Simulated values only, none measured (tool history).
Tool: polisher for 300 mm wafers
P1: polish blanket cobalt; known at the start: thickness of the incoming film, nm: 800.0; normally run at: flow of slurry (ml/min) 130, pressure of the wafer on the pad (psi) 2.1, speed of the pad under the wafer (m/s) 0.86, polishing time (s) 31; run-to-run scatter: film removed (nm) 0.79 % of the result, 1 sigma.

run,hour,flow of slurry (ml/min),pressure of the wafer on the pad (psi),speed of the pad under the wafer (m/s),polishing time (s),wafers polished on this pad,hours since the slurry nozzle was cleaned,hours since the head pressure was calibrated,film removed (nm)
1,7.3,130,2.1,0.86,31,209,86.3,485.6,161.6
2,15.2,165,2.1,0.86,31,339,94.2,493.5,169.13
3,24.9,130,2.1,0.86,31,499,103.9,503.2,163.08
4,32.1,130,1.5,0.86,31,617,111.1,510.4,117.36
5,43.1,130,2.1,0.86,31,799,122.1,521.4,162.74
6,50.7,130,3.1,0.86,31,924,129.7,529,240.68
7,57.9,130,2.1,0.86,49,1042,136.9,536.2,257.22
8,63.5,130,2.1,0.86,31,1135,142.5,541.8,161.34
9,71.2,130,2.1,0.86,31,1261,150.2,549.5,163.23
10,79.2,130,2.1,0.46,31,1393,158.2,557.5,85.816
11,87.2,130,2.1,1.28,31,1525,166.2,565.5,246.4
12,96.7,130,2.1,0.86,14,1681,175.7,575,74.467
# hour 97.5: slurry nozzle cleaned
13,107.4,130,2.1,0.86,31,1858,10,585.7,164.2
14,118.6,85,2.1,0.86,31,2042,21.2,596.9,149.59
15,126.3,130,2.9,0.86,45,2169,28.9,604.6,331.13
16,136.8,130,2.1,0.86,31,2342,39.4,615.1,160.5
17,145.2,130,2.1,0.86,31,2480,47.8,623.5,156.42
18,156.1,130,2.1,0.86,31,2660,58.7,634.4,148.74
# hour 160: worn pad replaced by a new one
19,162.7,130,2.1,0.86,31,45,65.3,641,146.61
20,173.1,130,2.1,0.86,31,216,75.7,651.4,148.59
21,178.2,130,2.1,0.86,31,300,80.8,656.5,144
22,187.7,130,2.1,0.86,31,457,90.3,666,145.27
23,198.8,130,2.1,0.86,31,640,101.4,677.1,144.98

What P1 gives has crept away from where it was. These 2 causes fit the log equally well, each at the size given:
A: slurry flow missing at the pad, % = 38.8
B: head's pressure below its setpoint, % = 11.4
The creep began at about hour 136.8.
Why every other cause is out:
removal rate lost through wear of the pad, %: serviced at hour 160, which brought nothing back

4 check runs are offered, each on 3 wafers whose results are averaged, their results left as question marks. Which one tells the causes apart?
check 1,209.9,95,2.1,0.54,31,,,,?
check 2,209.9,130,2.9,0.86,15,,,,?
check 3,209.9,130,2.9,0.86,17,,,,?
check 4,209.9,130,2.9,0.86,19,,,,?

What each check would give under each cause:
check,result,if A,if B
check 1,film removed (nm),81.23,84.295
check 2,film removed (nm),96.336,96.304
check 3,film removed (nm),109.18,109.14
check 4,film removed (nm),122.03,121.98
How far apart the two closest causes lie, in the result that separates them most: check 1 3.7 %; check 2 0.03 %; check 3 0.03 %; check 4 0.03 %
Check 1 tells the causes apart: in the others they would give nearly the same result.

Then check 1 was run and gave: film removed (nm) 84.264. Which cause is it?

It is B: head's pressure below its setpoint, %.

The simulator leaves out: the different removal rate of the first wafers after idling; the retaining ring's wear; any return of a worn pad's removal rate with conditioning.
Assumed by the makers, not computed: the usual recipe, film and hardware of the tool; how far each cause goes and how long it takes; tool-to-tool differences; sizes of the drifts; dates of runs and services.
